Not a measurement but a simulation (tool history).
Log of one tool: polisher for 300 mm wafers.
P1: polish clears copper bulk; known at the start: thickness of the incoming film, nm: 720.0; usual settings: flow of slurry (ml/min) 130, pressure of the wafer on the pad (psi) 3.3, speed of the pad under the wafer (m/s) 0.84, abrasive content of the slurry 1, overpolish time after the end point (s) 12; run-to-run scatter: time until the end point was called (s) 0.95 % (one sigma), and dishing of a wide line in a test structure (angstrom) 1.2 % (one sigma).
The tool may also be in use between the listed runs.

run,hour,flow of slurry (ml/min),pressure of the wafer on the pad (psi),speed of the pad under the wafer (m/s),abrasive content of the slurry,overpolish time after the end point (s),wafers polished on this pad,hours since the slurry nozzle was cleaned,hours since the head pressure was calibrated,hours since the slurry blender was calibrated,time until the end point was called (s),dishing of a wide line in a test structure (angstrom)
1,6.8,130,3.3,0.84,1,12,534,314.6,349.2,198.8,67.233,563.49
2,14.7,130,5.3,0.84,1,12,573,322.5,357.1,206.7,42.113,703.34
3,20.6,130,3.3,0.84,1,21,601,328.4,363,212.6,67.917,688.92
4,32.7,80,3.3,0.84,1,12,660,340.5,375.1,224.7,74.708,533.26
5,39.2,90,3.3,0.84,1,19,692,347,381.6,231.2,74.221,654.25
6,46.3,130,3.3,1.2,1,12,726,354.1,388.7,238.3,47.452,637.64
7,52,130,3.3,0.84,1,12,754,359.8,394.4,244,66.791,564.27
8,60.1,130,3.3,0.52,1,12,794,367.9,402.5,252.1,108.33,425.51
9,71.6,130,2.1,0.84,1,12,849,379.4,414,263.6,103.78,423.9
10,80.3,130,3.3,0.84,1,12,892,388.1,422.7,272.3,67.181,572.63
11,92.8,130,3.3,0.84,1.5,12,953,400.6,435.2,284.8,61.163,590.39
12,100.5,130,3.3,0.84,1,12,990,408.3,442.9,292.5,66.589,575.59
13,111.9,180,3.3,0.62,1,12,1046,419.7,454.3,303.9,85.526,489.18
14,124.1,130,3.3,0.84,1,12,1105,431.9,466.5,316.1,65.983,561.15
15,135.2,130,3.3,0.84,1,6,1159,443,477.6,327.2,66.528,369.38
16,142.4,130,3.3,0.84,0.5,12,1194,450.2,484.8,334.4,77.69,525.52
17,152.9,130,3.3,0.84,1,12,1245,460.7,495.3,344.9,66.29,565.53
18,160.7,130,3.3,0.84,1,12,1283,468.5,503.1,352.7,66.665,563.31
19,167,130,1.5,0.84,1,21,1313,474.8,509.4,359,147.99,462.95
20,178.6,200,3.3,0.84,1,12,1370,486.4,521,370.6,61.528,578.99
21,186.5,130,3.3,0.84,1,12,1408,494.3,528.9,378.5,67.249,561.03
22,198.8,130,3.3,0.84,1,12,1468,506.6,541.2,390.8,69.798,537.63
23,207.4,130,3.3,0.84,1,12,1510,515.2,549.8,399.4,71.825,542.07
24,214.4,130,3.3,0.84,1,12,1544,522.2,556.8,406.4,73.364,525
# hour 219.4: slurry blender recalibrated
25,220.8,130,3.3,0.84,1,12,1575,528.6,563.2,1.5,74.109,531
# hour 222.3: head pressure recalibrated
26,227.9,130,3.3,0.84,1,12,1610,535.7,5.6,8.6,74.385,537.69
27,240.1,130,3.3,0.84,1,12,1669,547.9,17.8,20.8,74.404,536.38
28,250.6,130,3.3,0.84,1,12,1720,558.4,28.3,31.3,76.151,524.96
29,256.3,130,3.3,0.84,1,12,1748,564.1,34,37,76.308,533.09
30,263.1,130,3.3,0.84,1,12,1781,570.9,40.8,43.8,75.95,530.93
31,269.5,130,3.3,0.84,1,12,1812,577.3,47.2,50.2,76.234,536.97

What P1 gives has crept away from where it was. These 2 causes fit the log equally well, each at the size given:
A: slurry flow missing at the pad, % = 39.3
B: removal rate lost through wear of the pad, % = 11.7
The creep began at about hour 186.5.
Why every other cause is out:
head's pressure below its setpoint, %: serviced at hour 222.3, which brought nothing back
abrasive missing from the slurry, %: serviced at hour 219.4, which brought nothing back

4 check runs are offered, each on 2 wafers whose results are averaged, their results left as question marks. Which one tells the causes apart?
check 1,275.9,130,5.2,0.84,0.55,12,,,,,?,?
check 2,275.9,80,3.3,0.84,0.65,12,,,,,?,?
check 3,275.9,130,4.8,0.84,0.55,12,,,,,?,?
check 4,275.9,130,3.3,1.16,0.55,12,,,,,?,?

What each check would give under each cause:
check,result,if A,if B
check 1,time until the end point was called (s),54.447,54.479
check 1,dishing of a wide line in a test structure (angstrom),635.42,635.26
check 2,time until the end point was called (s),99.594,93.566
check 2,dishing of a wide line in a test structure (angstrom),449.58,467.26
check 3,time until the end point was called (s),58.984,59.019
check 3,dishing of a wide line in a test structure (angstrom),610.59,610.42
check 4,time until the end point was called (s),62.127,62.164
check 4,dishing of a wide line in a test structure (angstrom),581.97,581.82
How far apart the two closest causes lie, in the result that separates them most: check 1 0.06 %; check 2 6.24 %; check 3 0.06 %; check 4 0.06 %
Check 2 tells the causes apart: in the others they would give nearly the same result.

Check 2 was then run and gave: time until the end point was called (s) 98.498; dishing of a wide line in a test structure (angstrom) 447.54. Which cause is it?

It is A: slurry flow missing at the pad, %.
